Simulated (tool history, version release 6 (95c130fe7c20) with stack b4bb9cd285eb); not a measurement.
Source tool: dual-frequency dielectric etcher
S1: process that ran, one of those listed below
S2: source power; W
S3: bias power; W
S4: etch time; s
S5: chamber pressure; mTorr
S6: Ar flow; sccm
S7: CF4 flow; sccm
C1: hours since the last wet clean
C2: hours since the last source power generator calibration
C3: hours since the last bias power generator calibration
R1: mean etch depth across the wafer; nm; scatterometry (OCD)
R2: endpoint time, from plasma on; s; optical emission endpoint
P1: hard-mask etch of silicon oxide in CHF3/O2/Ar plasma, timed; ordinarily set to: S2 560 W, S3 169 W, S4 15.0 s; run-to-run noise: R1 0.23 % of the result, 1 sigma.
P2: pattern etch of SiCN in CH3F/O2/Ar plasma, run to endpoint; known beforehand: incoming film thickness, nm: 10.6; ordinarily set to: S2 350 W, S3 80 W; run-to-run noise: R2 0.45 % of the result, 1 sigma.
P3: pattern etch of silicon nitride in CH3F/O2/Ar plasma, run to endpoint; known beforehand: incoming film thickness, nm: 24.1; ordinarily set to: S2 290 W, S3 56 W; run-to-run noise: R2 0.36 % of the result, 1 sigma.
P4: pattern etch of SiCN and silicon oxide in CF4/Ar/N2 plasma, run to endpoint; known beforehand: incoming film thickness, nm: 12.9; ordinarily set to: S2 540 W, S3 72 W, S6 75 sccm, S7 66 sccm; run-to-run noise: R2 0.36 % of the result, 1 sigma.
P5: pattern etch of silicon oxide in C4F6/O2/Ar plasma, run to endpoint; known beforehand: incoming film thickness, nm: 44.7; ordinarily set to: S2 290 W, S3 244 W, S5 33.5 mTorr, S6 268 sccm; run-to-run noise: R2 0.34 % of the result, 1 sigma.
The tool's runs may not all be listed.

run,day,S1,S2,S3,S4,S5,S6,S7,C1,C2,C3,R1,R2
1,0.233,P1,560,169,15.0,,,,118.7,2251.7,2139.4,27.933,
2,0.475,P1,560,221,15.0,,,,124.5,2257.5,2145.2,30.534,
3,0.667,P5,290,244,,33.5,215,,129.1,2262.1,2149.8,,14.171
4,0.888,P1,560,169,18.5,,,,134.4,2267.4,2155.1,34.444,
5,1.088,P4,310,72,,,75,66,139.2,2272.2,2159.9,,20.140
6,1.221,P1,560,169,11.0,,,,142.4,2275.4,2163.1,20.526,
7,1.433,P2,350,80,,,,,147.5,2280.5,2168.2,,27.560
8,1.621,P4,540,72,,,75,66,152.0,2285.0,2172.7,,12.296
9,1.858,P4,540,72,,,75,66,157.7,2290.7,2178.4,,12.353
10,2.088,P3,290,56,,,,,163.2,2296.2,2183.9,,43.735
11,2.283,P5,290,244,,33.5,268,,167.9,2300.9,2188.6,,14.517
12,2.417,P3,290,44,,,,,171.1,2304.1,2191.8,,47.039
13,2.608,P3,290,56,,,,,175.7,2308.7,2196.4,,43.682
14,2.796,P1,430,169,15.0,,,,180.2,2313.2,2200.9,25.236,
15,3.025,P1,370,169,10.0,,,,185.7,2318.7,2206.4,15.899,
16,3.217,P3,390,56,,,,,190.3,2323.3,2211.0,,39.099
17,3.358,P1,560,169,15.0,,,,193.7,2326.7,2214.4,27.917,
18,3.496,P1,420,133,15.0,,,,197.0,2330.0,2217.7,23.173,
19,3.708,P5,360,244,,33.5,268,,202.1,2335.1,2222.8,,13.328
20,3.842,P1,420,124,15.0,,,,205.3,2338.3,2226.0,22.630,
21,3.983,P2,260,80,,,,,208.7,2341.7,2229.4,,30.857
22,4.150,P4,540,56,,,75,66,212.7,2345.7,2233.4,,13.221
23,4.258,P1,560,169,15.0,,,,215.3,2348.3,2236.0,27.969,
24,4.442,P1,560,169,15.0,,,,219.7,2352.7,2240.4,27.914,
25,4.617,P4,540,72,,,75,92,223.9,2356.9,2244.6,,11.749
26,4.775,P1,560,169,15.0,,,,227.7,2360.7,2248.4,28.100,
27,5.012,P5,290,244,,47.0,268,,233.4,2366.4,2254.1,,15.098
28,5.246,P2,350,80,,,,,239.0,2372.0,2259.7,,27.711
29,5.446,P1,560,131,15.0,,,,243.8,2376.8,2264.5,25.788,
30,5.562,P2,350,47,,,,,246.6,2379.6,2267.3,,33.392
31,5.788,P4,540,72,,,58,66,252.0,2385.0,2272.7,,11.885
32,5.933,P1,560,169,15.0,,,,255.5,2388.5,2276.2,27.972,
33,6.046,P1,670,169,15.0,,,,258.2,2391.2,2278.9,29.917,
34,6.258,P5,290,335,,33.5,268,,263.3,2396.3,2284.0,,13.006
35,6.479,P1,560,169,15.0,,,,268.6,2401.6,2289.3,27.991,
36,6.683,P1,560,169,15.0,,,,273.5,2406.5,2294.2,28.015,
37,6.900,P1,560,169,15.0,,,,278.7,2411.7,2299.4,28.402,
38,7.125,P1,560,169,15.0,,,,284.1,2417.1,2304.8,28.254,
39,7.325,P1,560,169,15.0,,,,288.9,2421.9,2309.6,28.336,
# day 7.342: wet clean of the chamber
40,7.454,P1,560,169,15.0,,,,2.7,2425.0,2312.7,28.414,
41,7.596,P1,560,169,15.0,,,,6.1,2428.4,2316.1,28.397,
42,7.767,P1,560,169,15.0,,,,10.2,2432.5,2320.2,28.343,
43,7.988,P1,560,169,15.0,,,,15.5,2437.8,2325.5,28.340,

P1 has crept away from where it was. The log is fitted equally well by each of these 2 causes, at the sizes shown:
A: bias power that arrives over what is set, % = 4.84
B: source power that arrives over what is set, % = 4.22
Onset of the creep was near day 6.479.
Excluded causes, each with its reason:
chamber walls in a state that raises the etch rate, %: was serviced at day 7.342, once the creep was under way, yet the earlier output never came back

Of the 4 check runs below, each run on 2 wafers with the results averaged and each result still a question mark, which one would tell the listed causes apart?
check 1,8.208,P5,340,244,,33.5,219,,,,,,?
check 2,8.208,P4,540,72,,,60,89,,,,,?
check 3,8.208,P3,390,56,,,,,,,,,?
check 4,8.208,P2,350,50,,,,,,,,,?

How each check would come out, cause by cause:
check,result,if A,if B
check 1,R2,13.166,13.170
check 2,R2,11.335,11.081
check 3,R2,38.409,38.387
check 4,R2,32.132,32.122
Minimum pairwise separation of causes per check, each pair taken at its best-separating result: check 1 0.03 %; check 2 2.27 %; check 3 0.06 %; check 4 0.03 %
The causes can be told apart only by check 2. The other checks would give nearly the same results under each of them.

Here is what check 2 returned: R2 11.070 s. Which cause is it?

The cause is B: source power that arrives over what is set, %.
